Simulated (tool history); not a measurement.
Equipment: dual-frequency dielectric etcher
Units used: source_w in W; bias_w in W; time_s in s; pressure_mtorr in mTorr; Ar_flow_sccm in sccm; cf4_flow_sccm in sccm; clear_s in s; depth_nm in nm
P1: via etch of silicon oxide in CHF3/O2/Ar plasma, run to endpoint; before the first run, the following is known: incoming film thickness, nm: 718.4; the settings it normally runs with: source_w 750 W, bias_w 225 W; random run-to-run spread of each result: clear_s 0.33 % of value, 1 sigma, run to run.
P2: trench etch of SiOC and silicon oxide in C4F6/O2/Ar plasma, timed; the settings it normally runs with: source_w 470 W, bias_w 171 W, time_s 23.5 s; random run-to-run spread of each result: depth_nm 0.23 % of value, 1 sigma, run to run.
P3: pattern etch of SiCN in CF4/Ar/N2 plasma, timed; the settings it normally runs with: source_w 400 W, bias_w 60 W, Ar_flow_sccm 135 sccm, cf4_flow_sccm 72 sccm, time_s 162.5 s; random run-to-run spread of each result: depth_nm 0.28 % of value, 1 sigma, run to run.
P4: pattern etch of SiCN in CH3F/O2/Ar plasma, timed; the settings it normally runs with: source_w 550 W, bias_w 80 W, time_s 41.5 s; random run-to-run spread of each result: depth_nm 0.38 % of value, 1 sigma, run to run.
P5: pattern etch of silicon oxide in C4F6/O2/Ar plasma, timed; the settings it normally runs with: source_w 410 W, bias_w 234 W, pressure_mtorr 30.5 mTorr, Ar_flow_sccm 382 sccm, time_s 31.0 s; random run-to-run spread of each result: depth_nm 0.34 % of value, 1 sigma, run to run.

run,hour,process,source_w,bias_w,time_s,pressure_mtorr,Ar_flow_sccm,cf4_flow_sccm,clear_s,depth_nm
1,4.9,P1,750,225,,,,,295.47,
2,10.6,P4,550,80,51.5,,,,,22.863
3,17.7,P5,410,138,31.0,30.5,382,,,84.545
4,23.4,P1,750,225,,,,,294.73,
5,28.8,P4,550,80,41.5,,,,,18.486
6,34.2,P1,540,225,,,,,335.52,
7,38.1,P1,750,158,,,,,334.14,
8,43.2,P4,550,100,41.5,,,,,19.907
# hour 43.5: source power generator calibrated
9,48.2,P1,750,225,,,,,296.10,
10,53.1,P2,580,171,23.5,,,,,53.082
11,60.7,P4,780,80,41.5,,,,,21.043
12,64.9,P5,410,234,31.0,30.5,382,,,100.170
13,69.9,P2,470,235,23.5,,,,,54.073
14,75.7,P3,550,60,162.5,,135,72,,153.590
15,82.0,P5,510,234,31.0,30.5,382,,,108.510
16,87.6,P1,750,225,,,,,294.60,
17,92.8,P3,400,81,162.5,,135,72,,128.840
18,100.3,P2,470,171,31.0,,,,,64.430
19,107.0,P5,410,234,31.0,42.5,382,,,96.561
20,112.7,P2,470,171,23.5,,,,,48.651
21,119.4,P3,400,60,162.5,,185,72,,109.600
22,126.1,P1,750,225,,,,,296.43,
23,129.7,P3,400,60,162.5,,135,90,,120.270
24,136.3,P1,960,225,,,,,269.56,
25,144.0,P3,400,60,162.5,,135,72,,115.770
26,147.8,P5,410,234,39.0,30.5,382,,,125.820
27,154.6,P3,400,60,162.5,,135,72,,116.620
28,161.3,P5,410,234,31.0,30.5,298,,,102.500
29,168.2,P3,400,60,228.0,,135,72,,162.820
# hour 170.8: bias power generator calibrated
30,174.8,P1,530,305,,,,,301.54,
31,179.1,P5,410,234,31.0,30.5,382,,,100.270
32,185.7,P1,750,306,,,,,264.64,
33,191.8,P1,750,225,,,,,295.45,
34,196.4,P1,750,225,,,,,297.27,
35,202.7,P1,750,225,,,,,300.47,
36,207.8,P1,750,225,,,,,300.81,
37,212.7,P1,750,225,,,,,299.51,
# hour 213.5: wet clean of the chamber
38,217.6,P1,750,225,,,,,300.17,
39,222.5,P1,750,225,,,,,300.74,
40,228.9,P1,750,225,,,,,300.70,

Compared with where it was, what P1 gives has crept away. Each cause listed below fits the log as well as the rest, at the size given for it:
A: bias power that arrives under what is set, % = 4.67
B: source power that arrives under what is set, % = 4.25
Creep in the process output first set in at about hour 191.8.
Why every other cause is out:
chamber walls in a state that lowers the etch rate, %: serviced at hour 213.5, after the drift had started, without restoring the earlier output

Of the 4 check runs listed below, each run on one wafer and each result written as a question mark, which would let you distinguish the listed causes because they would give clearly different results?
check 1,235.3,P4,770,80,41.5,,,,,?
check 2,235.3,P3,400,75,162.5,,135,72,,?
check 3,235.3,P5,410,143,31.0,30.5,382,,,?
check 4,235.3,P2,570,230,23.5,,,,,?

Outcome of each check run for each possible cause:
check,result,if A,if B
check 1,depth_nm,20.592,20.590
check 2,depth_nm,123.220,120.740
check 3,depth_nm,84.497,84.249
check 4,depth_nm,56.865,56.790
Per-check spread between the two closest causes, in the result where they differ most: check 1 0.01 %; check 2 2.03 %; check 3 0.29 %; check 4 0.13 %
Check 2 tells the causes apart: in the others they would give nearly the same result.

Running check 2 produced the following: depth_nm 123.470 nm. Which one of the listed causes fits?

Of the candidate causes, it is A: bias power that arrives under what is set, %.

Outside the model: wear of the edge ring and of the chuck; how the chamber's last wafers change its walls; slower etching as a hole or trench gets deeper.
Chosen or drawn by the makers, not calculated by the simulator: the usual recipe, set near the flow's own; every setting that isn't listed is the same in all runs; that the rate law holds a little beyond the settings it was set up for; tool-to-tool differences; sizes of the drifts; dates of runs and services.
